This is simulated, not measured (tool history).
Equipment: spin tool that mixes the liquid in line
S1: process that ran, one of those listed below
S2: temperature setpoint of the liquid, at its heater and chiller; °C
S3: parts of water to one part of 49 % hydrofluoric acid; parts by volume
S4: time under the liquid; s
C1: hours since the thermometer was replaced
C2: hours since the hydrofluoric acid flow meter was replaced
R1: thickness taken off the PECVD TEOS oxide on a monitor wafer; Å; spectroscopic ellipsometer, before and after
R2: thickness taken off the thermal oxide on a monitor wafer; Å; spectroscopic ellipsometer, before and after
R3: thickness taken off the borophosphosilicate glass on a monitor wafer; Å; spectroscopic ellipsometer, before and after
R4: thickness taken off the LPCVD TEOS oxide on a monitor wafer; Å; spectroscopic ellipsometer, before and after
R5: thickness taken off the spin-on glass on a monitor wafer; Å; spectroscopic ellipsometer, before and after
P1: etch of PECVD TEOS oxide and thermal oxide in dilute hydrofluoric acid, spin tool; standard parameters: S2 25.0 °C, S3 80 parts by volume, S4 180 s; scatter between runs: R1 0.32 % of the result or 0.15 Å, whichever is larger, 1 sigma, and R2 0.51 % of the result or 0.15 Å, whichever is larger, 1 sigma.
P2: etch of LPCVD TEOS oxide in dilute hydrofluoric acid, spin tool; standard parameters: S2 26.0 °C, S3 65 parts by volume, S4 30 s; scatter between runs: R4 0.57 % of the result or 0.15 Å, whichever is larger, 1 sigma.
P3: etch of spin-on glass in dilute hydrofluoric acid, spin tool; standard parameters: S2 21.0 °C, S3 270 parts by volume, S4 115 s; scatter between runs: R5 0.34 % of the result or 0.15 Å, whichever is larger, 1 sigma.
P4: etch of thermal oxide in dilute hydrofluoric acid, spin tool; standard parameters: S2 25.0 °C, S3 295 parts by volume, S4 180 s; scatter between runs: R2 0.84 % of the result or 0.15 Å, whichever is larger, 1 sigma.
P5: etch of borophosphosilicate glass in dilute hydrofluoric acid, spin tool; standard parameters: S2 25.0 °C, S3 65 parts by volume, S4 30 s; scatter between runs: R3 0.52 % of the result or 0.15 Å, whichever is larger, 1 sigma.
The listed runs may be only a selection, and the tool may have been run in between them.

Run 1, hour 14.7: S1 P1, S2 25.0 °C, S3 80 parts by volume, S4 180 s; C1 518.8; C2 1743.1. Result: R1 357.120 Å, R2 113.780 Å.
Run 2, hour 24.6: S1 P1, S2 25.0 °C, S3 80 parts by volume, S4 180 s; C1 528.7; C2 1753.0. Result: R1 358.200 Å, R2 114.000 Å.
Run 3, hour 41.0: S1 P4, S2 25.0 °C, S3 295 parts by volume, S4 280 s; C1 545.1; C2 1769.4. Result: R2 37.895 Å.
Run 4, hour 49.5: S1 P1, S2 25.0 °C, S3 20 parts by volume, S4 180 s; C1 553.6; C2 1777.9. Result: R1 1547.600 Å, R2 494.930 Å.
Run 5, hour 67.5: S1 P5, S2 18.5 °C, S3 65 parts by volume, S4 30 s; C1 571.6; C2 1795.9. Result: R3 159.04 Å.
Run 6, hour 76.5: S1 P2, S2 26.0 °C, S3 65 parts by volume, S4 60 s; C1 580.6; C2 1804.9. Result: R4 476.81 Å.
Run 7, hour 92.7: S1 P4, S2 25.0 °C, S3 295 parts by volume, S4 180 s; C1 596.8; C2 1821.1. Result: R2 24.250 Å.
Run 8, hour 105.9: S1 P1, S2 25.0 °C, S3 80 parts by volume, S4 180 s; C1 610.0; C2 1834.3. Result: R1 357.440 Å, R2 112.940 Å.
Run 9, hour 117.9: S1 P3, S2 29.5 °C, S3 270 parts by volume, S4 115 s; C1 622.0; C2 1846.3. Result: R5 111.060 Å.
Run 10, hour 133.6: S1 P4, S2 19.0 °C, S3 295 parts by volume, S4 180 s; C1 637.7; C2 1862.0. Result: R2 19.836 Å.
Run 11, hour 143.0: S1 P1, S2 31.5 °C, S3 80 parts by volume, S4 335 s; C1 647.1; C2 1871.4. Result: R1 862.550 Å, R2 271.490 Å.
Run 12, hour 160.5: S1 P3, S2 21.0 °C, S3 270 parts by volume, S4 115 s; C1 664.6; C2 1888.9. Result: R5 82.101 Å.
Run 13, hour 174.3: S1 P5, S2 25.0 °C, S3 65 parts by volume, S4 30 s; C1 678.4; C2 1902.7. Result: R3 208.18 Å.
Run 14, hour 184.3: S1 P5, S2 25.0 °C, S3 115 parts by volume, S4 30 s; C1 688.4; C2 1912.7. Result: R3 109.15 Å.
Run 15, hour 194.7: S1 P3, S2 21.0 °C, S3 270 parts by volume, S4 115 s; C1 698.8; C2 1923.1. Result: R5 81.898 Å.
Run 16, hour 207.4: S1 P1, S2 25.0 °C, S3 125 parts by volume, S4 180 s; C1 711.5; C2 1935.8. Result: R1 216.220 Å, R2 68.287 Å.
Run 17, hour 225.5: S1 P1, S2 31.5 °C, S3 80 parts by volume, S4 180 s; C1 729.6; C2 1953.9. Result: R1 457.010 Å, R2 146.430 Å.
Run 18, hour 241.6: S1 P2, S2 26.0 °C, S3 65 parts by volume, S4 30 s; C1 745.7; C2 1970.0. Result: R4 237.08 Å.
Run 19, hour 258.3: S1 P1, S2 25.0 °C, S3 80 parts by volume, S4 180 s; C1 762.4; C2 1986.7. Result: R1 358.660 Å, R2 114.140 Å.
Run 20, hour 273.1: S1 P3, S2 21.0 °C, S3 270 parts by volume, S4 20 s; C1 777.2; C2 2001.5. Result: R5 14.323 Å.
Run 21, hour 287.3: S1 P3, S2 21.0 °C, S3 450 parts by volume, S4 115 s; C1 791.4; C2 2015.7. Result: R5 42.158 Å.
Run 22, hour 302.3: S1 P1, S2 25.0 °C, S3 80 parts by volume, S4 50 s; C1 806.4; C2 2030.7. Result: R1 99.406 Å, R2 31.656 Å.
Run 23, hour 313.1: S1 P5, S2 25.0 °C, S3 65 parts by volume, S4 30 s; C1 817.2; C2 2041.5. Result: R3 205.92 Å.
Run 24, hour 329.6: S1 P1, S2 25.0 °C, S3 80 parts by volume, S4 180 s; C1 833.7; C2 2058.0. Result: R1 358.360 Å, R2 112.950 Å.
Run 25, hour 342.9: S1 P1, S2 25.0 °C, S3 80 parts by volume, S4 325 s; C1 847.0; C2 2071.3. Result: R1 645.260 Å, R2 203.710 Å.

Expected results for the next run?
Run 26, hour 360.5: S1 P5, S2 25.0 °C, S3 65 parts by volume, S4 65 s; C1 864.6; C2 2088.9. Result: R3 ?.

{"run 26": {"R3": 453.25}}
